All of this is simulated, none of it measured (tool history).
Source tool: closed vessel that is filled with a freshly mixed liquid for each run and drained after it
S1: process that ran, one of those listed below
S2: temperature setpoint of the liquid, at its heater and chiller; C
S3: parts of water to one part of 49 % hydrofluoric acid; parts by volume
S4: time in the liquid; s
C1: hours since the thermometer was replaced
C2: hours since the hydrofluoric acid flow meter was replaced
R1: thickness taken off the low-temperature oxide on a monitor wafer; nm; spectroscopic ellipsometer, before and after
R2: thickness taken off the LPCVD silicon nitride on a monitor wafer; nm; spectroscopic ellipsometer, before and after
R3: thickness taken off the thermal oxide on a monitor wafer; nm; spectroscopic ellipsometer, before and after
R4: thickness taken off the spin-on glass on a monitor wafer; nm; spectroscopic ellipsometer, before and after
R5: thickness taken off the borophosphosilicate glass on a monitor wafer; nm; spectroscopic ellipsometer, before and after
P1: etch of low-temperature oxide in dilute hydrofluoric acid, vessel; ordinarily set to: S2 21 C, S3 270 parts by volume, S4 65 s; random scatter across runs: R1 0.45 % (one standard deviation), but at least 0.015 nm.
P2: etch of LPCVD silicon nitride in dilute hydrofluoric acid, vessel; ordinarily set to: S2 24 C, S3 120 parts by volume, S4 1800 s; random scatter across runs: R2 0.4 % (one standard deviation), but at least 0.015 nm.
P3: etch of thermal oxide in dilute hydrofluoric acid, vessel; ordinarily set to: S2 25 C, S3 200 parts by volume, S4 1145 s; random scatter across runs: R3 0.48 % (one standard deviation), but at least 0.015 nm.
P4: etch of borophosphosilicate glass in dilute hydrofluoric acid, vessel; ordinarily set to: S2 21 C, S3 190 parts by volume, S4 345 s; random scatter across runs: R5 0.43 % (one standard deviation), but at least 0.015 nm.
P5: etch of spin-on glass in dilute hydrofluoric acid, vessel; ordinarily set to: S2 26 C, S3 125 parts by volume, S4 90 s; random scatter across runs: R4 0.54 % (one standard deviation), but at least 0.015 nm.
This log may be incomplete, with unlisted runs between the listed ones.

run 1 hour=11.7 | S1=P1 S2=21 S3=270 S4=65 | C1=268.9 C2=600.1 | R1=6.3976
run 2 hour=23.6 | S1=P2 S2=24 S3=120 S4=2810 | C1=280.8 C2=612 | R2=12.688
run 3 hour=33.2 | S1=P3 S2=25 S3=200 S4=1145 | C1=290.4 C2=621.6 | R3=24.845
run 4 hour=41.1 | S1=P5 S2=26 S3=125 S4=140 | C1=298.3 C2=629.5 | R4=26.505
run 5 hour=46.4 | S1=P1 S2=21 S3=60 S4=65 | C1=303.6 C2=634.8 | R1=35.93
run 6 hour=56.2 | S1=P1 S2=21 S3=270 S4=65 | C1=313.4 C2=644.6 | R1=6.4714
run 7 hour=65.6 | S1=P2 S2=24 S3=120 S4=1800 | C1=322.8 C2=654 | R2=8.0671
run 8 hour=72.5 | S1=P1 S2=21 S3=270 S4=105 | C1=329.7 C2=660.9 | R1=10.39
run 9 hour=80.1 | S1=P4 S2=21 S3=30 S4=345 | C1=337.3 C2=668.5 | R5=385.51
run 10 hour=85.9 | S1=P5 S2=26 S3=215 S4=90 | C1=343.1 C2=674.3 | R4=9.01
run 11 hour=91.9 | S1=P5 S2=26 S3=125 S4=90 | C1=349.1 C2=680.3 | R4=17.024
run 12 hour=102.2 | S1=P3 S2=25 S3=200 S4=2060 | C1=359.4 C2=690.6 | R3=44.451
run 13 hour=108.3 | S1=P5 S2=33.5 S3=125 S4=90 | C1=365.5 C2=696.7 | R4=22.276
run 14 hour=114.5 | S1=P1 S2=17 S3=270 S4=65 | C1=371.7 C2=702.9 | R1=5.5453
run 15 hour=126.3 | S1=P1 S2=21 S3=270 S4=30 | C1=383.5 C2=714.7 | R1=2.9454
run 16 hour=132.8 | S1=P4 S2=21 S3=190 S4=345 | C1=390 C2=721.2 | R5=50.646
run 17 hour=143.7 | S1=P4 S2=21 S3=190 S4=90 | C1=400.9 C2=732.1 | R5=13.304
run 18 hour=153.3 | S1=P3 S2=25 S3=280 S4=1145 | C1=410.5 C2=741.7 | R3=16.274
run 19 hour=165.2 | S1=P1 S2=21 S3=270 S4=65 | C1=422.4 C2=753.6 | R1=6.4547
run 20 hour=175.1 | S1=P1 S2=28.5 S3=270 S4=65 | C1=432.3 C2=763.5 | R1=8.3159
run 21 hour=183.5 | S1=P3 S2=25 S3=200 S4=1145 | C1=440.7 C2=771.9 | R3=24.742
run 22 hour=194 | S1=P1 S2=21 S3=480 S4=65 | C1=451.2 C2=782.4 | R1=3.0122
run 23 hour=205.6 | S1=P3 S2=32.5 S3=200 S4=1145 | C1=462.8 C2=794 | R3=32.009
run 24 hour=214.2 | S1=P5 S2=26 S3=125 S4=90 | C1=471.4 C2=802.6 | R4=17.09
run 25 hour=220.5 | S1=P2 S2=30 S3=120 S4=1800 | C1=477.7 C2=808.9 | R2=11.946
run 26 hour=228 | S1=P1 S2=21 S3=270 S4=65 | C1=485.2 C2=816.4 | R1=6.3933
run 27 hour=239.2 | S1=P1 S2=29 S3=270 S4=95 | C1=496.4 C2=827.6 | R1=12.435
run 28 hour=247.1 | S1=P1 S2=21 S3=270 S4=65 | C1=504.3 C2=835.5 | R1=6.3999
run 29 hour=257.3 | S1=P2 S2=24 S3=65 S4=1800 | C1=514.5 C2=845.7 | R2=14.819
run 30 hour=264.7 | S1=P4 S2=28.5 S3=190 S4=345 | C1=521.9 C2=853.1 | R5=66.745
run 31 hour=270.8 | S1=P1 S2=21 S3=270 S4=65 | C1=528 C2=859.2 | R1=6.3333
run 32 hour=281.6 | S1=P1 S2=21 S3=270 S4=65 | C1=538.8 C2=870 | R1=6.2326

For run 33, what comes out?
run 33 hour=287.4 | S1=P1 S2=21 S3=270 S4=65 | C1=544.6 C2=875.8 | R1=?

Run 33 measured R1 6.1814 nm.

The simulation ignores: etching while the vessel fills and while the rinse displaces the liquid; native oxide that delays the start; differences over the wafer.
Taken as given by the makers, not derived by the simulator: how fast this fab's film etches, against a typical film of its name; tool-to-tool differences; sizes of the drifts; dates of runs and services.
